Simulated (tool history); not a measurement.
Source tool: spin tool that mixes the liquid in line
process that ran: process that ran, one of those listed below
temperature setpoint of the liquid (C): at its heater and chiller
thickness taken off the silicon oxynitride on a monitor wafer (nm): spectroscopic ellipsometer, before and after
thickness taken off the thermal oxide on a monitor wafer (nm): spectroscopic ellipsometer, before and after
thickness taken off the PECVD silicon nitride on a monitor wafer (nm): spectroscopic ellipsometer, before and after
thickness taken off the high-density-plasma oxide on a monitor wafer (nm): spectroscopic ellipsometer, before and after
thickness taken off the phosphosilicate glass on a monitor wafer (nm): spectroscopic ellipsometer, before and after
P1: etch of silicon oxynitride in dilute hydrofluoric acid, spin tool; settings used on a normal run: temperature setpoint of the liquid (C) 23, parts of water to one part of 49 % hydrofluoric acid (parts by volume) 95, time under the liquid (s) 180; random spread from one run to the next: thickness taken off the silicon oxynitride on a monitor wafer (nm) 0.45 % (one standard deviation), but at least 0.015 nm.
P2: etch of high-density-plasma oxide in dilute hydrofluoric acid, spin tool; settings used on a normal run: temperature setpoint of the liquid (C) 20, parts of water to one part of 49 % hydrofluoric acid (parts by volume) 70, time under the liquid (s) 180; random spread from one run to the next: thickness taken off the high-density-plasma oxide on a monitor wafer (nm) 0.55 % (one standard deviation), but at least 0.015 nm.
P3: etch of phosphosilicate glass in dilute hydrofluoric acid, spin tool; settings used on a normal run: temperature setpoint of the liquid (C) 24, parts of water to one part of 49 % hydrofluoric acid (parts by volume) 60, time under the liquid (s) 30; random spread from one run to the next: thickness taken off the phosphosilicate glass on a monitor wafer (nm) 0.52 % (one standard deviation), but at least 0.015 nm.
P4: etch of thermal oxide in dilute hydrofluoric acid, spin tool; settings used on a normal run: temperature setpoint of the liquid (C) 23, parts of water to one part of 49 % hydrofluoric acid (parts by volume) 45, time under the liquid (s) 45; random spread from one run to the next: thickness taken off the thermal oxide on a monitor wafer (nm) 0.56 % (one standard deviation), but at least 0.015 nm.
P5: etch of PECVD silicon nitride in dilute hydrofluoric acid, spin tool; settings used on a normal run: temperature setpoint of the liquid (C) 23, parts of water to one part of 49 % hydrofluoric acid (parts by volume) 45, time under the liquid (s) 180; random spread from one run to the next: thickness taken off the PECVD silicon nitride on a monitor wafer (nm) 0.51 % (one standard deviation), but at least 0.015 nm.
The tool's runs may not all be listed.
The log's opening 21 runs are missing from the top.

run,hour,process that ran,temperature setpoint of the liquid (C),parts of water to one part of 49 % hydrofluoric acid (parts by volume),time under the liquid (s),thickness taken off the silicon oxynitride on a monitor wafer (nm),thickness taken off the thermal oxide on a monitor wafer (nm),thickness taken off the PECVD silicon nitride on a monitor wafer (nm),thickness taken off the high-density-plasma oxide on a monitor wafer (nm),thickness taken off the phosphosilicate glass on a monitor wafer (nm)
22,145.4,P5,18,45,180,,,8.7864,,
23,152.3,P2,20,115,180,,,,11.493,
24,157,P2,26,70,180,,,,25.529,
25,164.3,P1,23,95,180,5.1614,,,,
26,168.6,P1,23,95,275,7.9014,,,,
27,175.5,P1,23,165,180,2.8118,,,,
28,185,P4,31,45,45,,6.7136,,,
29,193.1,P3,24,90,30,,,,,36.171
30,202,P2,20,70,180,,,,19.841,
31,206.9,P5,23,20,180,,,27.241,,
32,212.6,P1,23,95,180,5.1594,,,,
33,217.4,P1,23,95,180,5.3251,,,,
34,221.9,P1,23,95,180,5.3625,,,,
35,229.6,P1,23,95,180,5.4427,,,,

Run 36 has not been measured yet. What should we expect?
36,238.2,P1,23,95,180,?,,,,

Run 36 measured thickness taken off the silicon oxynitride on a monitor wafer (nm) 5.4524.
